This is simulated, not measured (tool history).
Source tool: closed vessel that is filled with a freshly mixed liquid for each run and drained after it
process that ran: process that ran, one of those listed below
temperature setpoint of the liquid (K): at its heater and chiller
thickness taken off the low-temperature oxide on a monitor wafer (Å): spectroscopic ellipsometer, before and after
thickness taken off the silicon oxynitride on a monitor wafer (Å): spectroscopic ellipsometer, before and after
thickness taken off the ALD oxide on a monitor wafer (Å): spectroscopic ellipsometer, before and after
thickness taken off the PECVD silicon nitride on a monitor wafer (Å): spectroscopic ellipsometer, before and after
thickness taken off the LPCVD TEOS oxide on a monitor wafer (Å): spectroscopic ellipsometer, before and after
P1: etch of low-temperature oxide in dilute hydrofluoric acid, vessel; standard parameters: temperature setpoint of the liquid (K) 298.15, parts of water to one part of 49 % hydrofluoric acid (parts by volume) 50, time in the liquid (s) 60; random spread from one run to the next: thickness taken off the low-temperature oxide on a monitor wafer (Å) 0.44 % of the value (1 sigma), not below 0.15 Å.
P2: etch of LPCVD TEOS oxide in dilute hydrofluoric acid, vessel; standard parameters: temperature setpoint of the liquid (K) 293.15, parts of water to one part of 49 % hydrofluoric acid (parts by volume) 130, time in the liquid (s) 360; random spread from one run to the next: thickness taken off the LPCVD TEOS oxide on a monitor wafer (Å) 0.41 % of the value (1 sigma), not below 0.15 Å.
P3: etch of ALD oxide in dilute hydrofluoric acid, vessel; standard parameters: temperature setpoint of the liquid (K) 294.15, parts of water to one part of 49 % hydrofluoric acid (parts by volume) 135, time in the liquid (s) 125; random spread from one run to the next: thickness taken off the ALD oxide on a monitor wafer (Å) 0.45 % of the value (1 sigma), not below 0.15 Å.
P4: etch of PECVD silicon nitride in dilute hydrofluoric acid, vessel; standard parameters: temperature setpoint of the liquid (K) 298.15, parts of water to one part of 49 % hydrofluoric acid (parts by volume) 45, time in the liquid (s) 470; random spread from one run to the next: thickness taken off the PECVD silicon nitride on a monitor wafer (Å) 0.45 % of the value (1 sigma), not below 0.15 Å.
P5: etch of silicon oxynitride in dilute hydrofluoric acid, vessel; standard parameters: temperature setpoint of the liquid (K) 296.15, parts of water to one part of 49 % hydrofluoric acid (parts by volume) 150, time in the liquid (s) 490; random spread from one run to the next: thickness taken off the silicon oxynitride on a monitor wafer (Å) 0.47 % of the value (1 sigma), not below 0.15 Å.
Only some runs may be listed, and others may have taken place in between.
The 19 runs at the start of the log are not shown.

run   hour  process that ran  temperature setpoint of the liquid (K)  parts of water to one part of 49 % hydrofluoric acid (parts by volume)  time in the liquid (s)  thickness taken off the low-temperature oxide on a monitor wafer (Å)  thickness taken off the silicon oxynitride on a monitor wafer (Å)  thickness taken off the ALD oxide on a monitor wafer (Å)  thickness taken off the PECVD silicon nitride on a monitor wafer (Å)  thickness taken off the LPCVD TEOS oxide on a monitor wafer (Å)
 20   61.9                P3                                  294.15                                                                     135                     125                                                                                                                                                                                            108.230
 21   64.8                P1                                  298.15                                                                      75                      60                                                                92.293
 22   67.4                P1                                  298.15                                                                      50                      60                                                               143.840
 23   69.8                P1                                  298.15                                                                      80                      30                                                                42.957
 24   72.9                P4                                  298.15                                                                      20                     470                                                                                                                                                                                                                                                                  612.240
 25   77.2                P5                                  296.15                                                                     150                     490                                                                                                                                   76.619
 26   79.4                P2                                  293.15                                                                     130                     360                                                                                                                                                                                                                                                                                                                                    579.96
 27   82.3                P2                                  293.15                                                                      30                     360                                                                                                                                                                                                                                                                                                                                   2792.70
 28   85.9                P4                                  298.15                                                                      45                     110                                                                                                                                                                                                                                                                   65.633
 29   88.3                P1                                  298.15                                                                      50                      60                                                               143.050
 30   92.6                P3                                  294.15                                                                     135                      30                                                                                                                                                                                             25.549
 31   96.4                P1                                  298.15                                                                      50                      60                                                               143.260
 32   98.6                P1                                  298.15                                                                      50                      60                                                               145.820
 33  103.2                P1                                  298.15                                                                      50                      60                                                               151.040
 34  107.3                P1                                  298.15                                                                      50                      60                                                               151.970
 35  109.5                P1                                  298.15                                                                      50                      60                                                               153.500

Run 36 comes next. What will it give?
 36  113.7                P1                                  298.15                                                                      50                      60                                                                     ?

Run 36 came out at thickness taken off the low-temperature oxide on a monitor wafer (Å) 153.330.

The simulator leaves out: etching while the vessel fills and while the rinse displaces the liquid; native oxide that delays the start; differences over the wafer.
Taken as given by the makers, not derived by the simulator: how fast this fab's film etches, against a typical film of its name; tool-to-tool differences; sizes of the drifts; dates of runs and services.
